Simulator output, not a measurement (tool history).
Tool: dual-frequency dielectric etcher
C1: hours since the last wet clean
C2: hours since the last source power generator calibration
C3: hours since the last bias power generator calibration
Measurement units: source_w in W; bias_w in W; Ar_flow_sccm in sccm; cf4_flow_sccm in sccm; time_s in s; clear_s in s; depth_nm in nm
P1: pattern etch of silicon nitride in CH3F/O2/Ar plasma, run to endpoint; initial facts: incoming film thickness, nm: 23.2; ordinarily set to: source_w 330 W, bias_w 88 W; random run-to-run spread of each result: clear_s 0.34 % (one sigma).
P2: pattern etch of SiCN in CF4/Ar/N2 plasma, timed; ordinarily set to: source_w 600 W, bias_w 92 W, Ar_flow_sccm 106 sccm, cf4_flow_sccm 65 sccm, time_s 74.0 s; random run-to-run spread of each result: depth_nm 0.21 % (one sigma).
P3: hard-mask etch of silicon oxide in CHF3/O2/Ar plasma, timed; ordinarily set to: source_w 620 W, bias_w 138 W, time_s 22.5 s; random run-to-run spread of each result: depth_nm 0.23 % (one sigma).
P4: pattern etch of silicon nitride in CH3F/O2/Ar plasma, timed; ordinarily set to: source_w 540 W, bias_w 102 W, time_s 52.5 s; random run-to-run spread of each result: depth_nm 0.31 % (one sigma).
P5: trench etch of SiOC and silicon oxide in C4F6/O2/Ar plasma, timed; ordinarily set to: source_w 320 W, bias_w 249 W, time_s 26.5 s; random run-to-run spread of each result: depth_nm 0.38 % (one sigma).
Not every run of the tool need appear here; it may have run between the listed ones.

Run 1, hour 10.7: process P1, source_w 330 W, bias_w 88 W; C1 145.6; C2 2838.4; C3 2202.7. Result: clear_s 33.084 s.
Run 2, hour 18.9: process P1, source_w 220 W, bias_w 63 W; C1 153.8; C2 2846.6; C3 2210.9. Result: clear_s 43.376 s.
Run 3, hour 32.9: process P1, source_w 330 W, bias_w 88 W; C1 167.8; C2 2860.6; C3 2224.9. Result: clear_s 33.074 s.
Run 4, hour 40.0: process P2, source_w 600 W, bias_w 92 W, Ar_flow_sccm 106 sccm, cf4_flow_sccm 65 sccm, time_s 110.0 s; C1 174.9; C2 2867.7; C3 2232.0. Result: depth_nm 128.800 nm.
Run 5, hour 50.5: process P2, source_w 850 W, bias_w 92 W, Ar_flow_sccm 106 sccm, cf4_flow_sccm 65 sccm, time_s 74.0 s; C1 185.4; C2 2878.2; C3 2242.5. Result: depth_nm 117.320 nm.
Run 6, hour 59.4: process P3, source_w 620 W, bias_w 138 W, time_s 22.5 s; C1 194.3; C2 2887.1; C3 2251.4. Result: depth_nm 41.621 nm.
Run 7, hour 73.0: process P3, source_w 890 W, bias_w 138 W, time_s 22.5 s; C1 207.9; C2 2900.7; C3 2265.0. Result: depth_nm 47.789 nm.
Run 8, hour 85.6: process P5, source_w 320 W, bias_w 249 W, time_s 26.5 s; C1 220.5; C2 2913.3; C3 2277.6. Result: depth_nm 51.882 nm.
Run 9, hour 94.3: process P1, source_w 220 W, bias_w 63 W; C1 229.2; C2 2922.0; C3 2286.3. Result: clear_s 43.292 s.
Run 10, hour 106.1: process P4, source_w 540 W, bias_w 102 W, time_s 52.5 s; C1 241.0; C2 2933.8; C3 2298.1. Result: depth_nm 46.445 nm.
Run 11, hour 114.5: process P5, source_w 320 W, bias_w 249 W, time_s 19.5 s; C1 249.4; C2 2942.2; C3 2306.5. Result: depth_nm 38.094 nm.
Run 12, hour 126.3: process P4, source_w 540 W, bias_w 102 W, time_s 52.5 s; C1 261.2; C2 2954.0; C3 2318.3. Result: depth_nm 46.061 nm.
Run 13, hour 133.1: process P5, source_w 320 W, bias_w 200 W, time_s 26.5 s; C1 268.0; C2 2960.8; C3 2325.1. Result: depth_nm 47.700 nm.
Run 14, hour 143.6: process P1, source_w 330 W, bias_w 88 W; C1 278.5; C2 2971.3; C3 2335.6. Result: clear_s 33.082 s.
Run 15, hour 156.3: process P1, source_w 330 W, bias_w 88 W; C1 291.2; C2 2984.0; C3 2348.3. Result: clear_s 33.073 s.
Run 16, hour 163.2: process P1, source_w 330 W, bias_w 64 W; C1 298.1; C2 2990.9; C3 2355.2. Result: clear_s 36.988 s.
Run 17, hour 175.6: process P3, source_w 620 W, bias_w 138 W, time_s 17.5 s; C1 310.5; C2 3003.3; C3 2367.6. Result: depth_nm 32.291 nm.
Run 18, hour 188.0: process P4, source_w 540 W, bias_w 138 W, time_s 52.5 s; C1 322.9; C2 3015.7; C3 2380.0. Result: depth_nm 51.877 nm.
Run 19, hour 197.3: process P5, source_w 320 W, bias_w 249 W, time_s 26.5 s; C1 332.2; C2 3025.0; C3 2389.3. Result: depth_nm 51.706 nm.
Run 20, hour 204.8: process P5, source_w 440 W, bias_w 249 W, time_s 26.5 s; C1 339.7; C2 3032.5; C3 2396.8. Result: depth_nm 58.372 nm.
Run 21, hour 213.8: process P3, source_w 620 W, bias_w 138 W, time_s 22.5 s; C1 348.7; C2 3041.5; C3 2405.8. Result: depth_nm 41.465 nm.
Run 22, hour 227.8: process P2, source_w 600 W, bias_w 92 W, Ar_flow_sccm 106 sccm, cf4_flow_sccm 51 sccm, time_s 74.0 s; C1 362.7; C2 3055.5; C3 2419.8. Result: depth_nm 83.603 nm.
Run 23, hour 234.4: process P3, source_w 620 W, bias_w 191 W, time_s 22.5 s; C1 369.3; C2 3062.1; C3 2426.4. Result: depth_nm 46.276 nm.
Run 24, hour 247.6: process P2, source_w 600 W, bias_w 92 W, Ar_flow_sccm 106 sccm, cf4_flow_sccm 65 sccm, time_s 74.0 s; C1 382.5; C2 3075.3; C3 2439.6. Result: depth_nm 86.607 nm.
Run 25, hour 261.1: process P4, source_w 390 W, bias_w 102 W, time_s 52.5 s; C1 396.0; C2 3088.8; C3 2453.1. Result: depth_nm 41.171 nm.
Run 26, hour 276.0: process P1, source_w 330 W, bias_w 117 W; C1 410.9; C2 3103.7; C3 2468.0. Result: clear_s 29.790 s.
Run 27, hour 290.3: process P4, source_w 540 W, bias_w 102 W, time_s 36.0 s; C1 425.2; C2 3118.0; C3 2482.3. Result: depth_nm 31.797 nm.
Run 28, hour 304.0: process P1, source_w 240 W, bias_w 88 W; C1 438.9; C2 3131.7; C3 2496.0. Result: clear_s 37.346 s.
Run 29, hour 314.0: process P2, source_w 600 W, bias_w 128 W, Ar_flow_sccm 106 sccm, cf4_flow_sccm 65 sccm, time_s 74.0 s; C1 448.9; C2 3141.7; C3 2506.0. Result: depth_nm 97.429 nm.
Run 30, hour 323.4: process P1, source_w 330 W, bias_w 88 W; C1 458.3; C2 3151.1; C3 2515.4. Result: clear_s 33.080 s.
Run 31, hour 336.0: process P2, source_w 600 W, bias_w 92 W, Ar_flow_sccm 71 sccm, cf4_flow_sccm 65 sccm, time_s 74.0 s; C1 470.9; C2 3163.7; C3 2528.0. Result: depth_nm 91.176 nm.
Run 32, hour 346.6: process P1, source_w 460 W, bias_w 88 W; C1 481.5; C2 3174.3; C3 2538.6. Result: clear_s 29.188 s.
Run 33, hour 357.2: process P1, source_w 330 W, bias_w 88 W; C1 492.1; C2 3184.9; C3 2549.2. Result: clear_s 33.191 s.
Run 34, hour 372.0: process P1, source_w 330 W, bias_w 88 W; C1 506.9; C2 3199.7; C3 2564.0. Result: clear_s 32.751 s.
Run 35, hour 380.4: process P1, source_w 330 W, bias_w 88 W; C1 515.3; C2 3208.1; C3 2572.4. Result: clear_s 32.656 s.
Run 36, hour 393.3: process P1, source_w 330 W, bias_w 88 W; C1 528.2; C2 3221.0; C3 2585.3. Result: clear_s 32.577 s.
Run 37, hour 401.5: process P1, source_w 330 W, bias_w 88 W; C1 536.4; C2 3229.2; C3 2593.5. Result: clear_s 32.580 s.
At hour 409.9: wet clean of the chamber.
Run 38, hour 411.5: process P1, source_w 330 W, bias_w 88 W; C1 1.7; C2 3239.2; C3 2603.5. Result: clear_s 32.381 s.
Run 39, hour 426.1: process P1, source_w 330 W, bias_w 88 W; C1 16.3; C2 3253.8; C3 2618.1. Result: clear_s 32.390 s.
Run 40, hour 434.3: process P1, source_w 330 W, bias_w 88 W; C1 24.5; C2 3262.0; C3 2626.3. Result: clear_s 32.535 s.
Run 41, hour 446.9: process P1, source_w 330 W, bias_w 88 W; C1 37.1; C2 3274.6; C3 2638.9. Result: clear_s 32.200 s.
Run 42, hour 460.8: process P1, source_w 330 W, bias_w 88 W; C1 51.0; C2 3288.5; C3 2652.8. Result: clear_s 32.452 s.
Run 43, hour 469.5: process P1, source_w 330 W, bias_w 88 W; C1 59.7; C2 3297.2; C3 2661.5. Result: clear_s 32.565 s.

Compared with where it was, what P1 gives has crept away. Each cause listed below fits the log as well as the rest, at the size given for it:
A: bias power that arrives over what is set, % = 4.76
B: source power that arrives over what is set, % = 4.64
The drift started at roughly hour 357.2.
Ruled out, with reasons:
chamber walls in a state that raises the etch rate, %: work on it at hour 409.9, done after the drift set in, did not restore what the process gave before

Each of the 4 check runs below uses one wafer; its results are left as question marks. Which run tells the causes apart?
Run check 1, hour 478.2: process P2, source_w 840 W, bias_w 92 W, Ar_flow_sccm 106 sccm, cf4_flow_sccm 65 sccm, time_s 74.0 s. Result: depth_nm ?.
Run check 2, hour 478.2: process P4, source_w 540 W, bias_w 133 W, time_s 52.5 s. Result: depth_nm ?.
Run check 3, hour 478.2: process P5, source_w 320 W, bias_w 207 W, time_s 26.5 s. Result: depth_nm ?.
Run check 4, hour 478.2: process P3, source_w 620 W, bias_w 171 W, time_s 22.5 s. Result: depth_nm ?.

What every check run would give for each of its results, assuming each possible cause in turn:
  check    result     if A     if B
check 1  depth_nm  118.060  120.820
check 2  depth_nm   52.039   51.989
check 3  depth_nm   49.245   49.342
check 4  depth_nm   45.247   45.334
Per check, the gap between the least separated pair of causes, taken in the result that splits them most: check 1 2.31 %; check 2 0.1 %; check 3 0.2 %; check 4 0.19 %
Check 1 tells the causes apart: in the others they would give nearly the same result.

After running check 1, the following was obtained: depth_nm 117.860 nm. Which cause does this point to?

The cause is A: bias power that arrives over what is set, %.
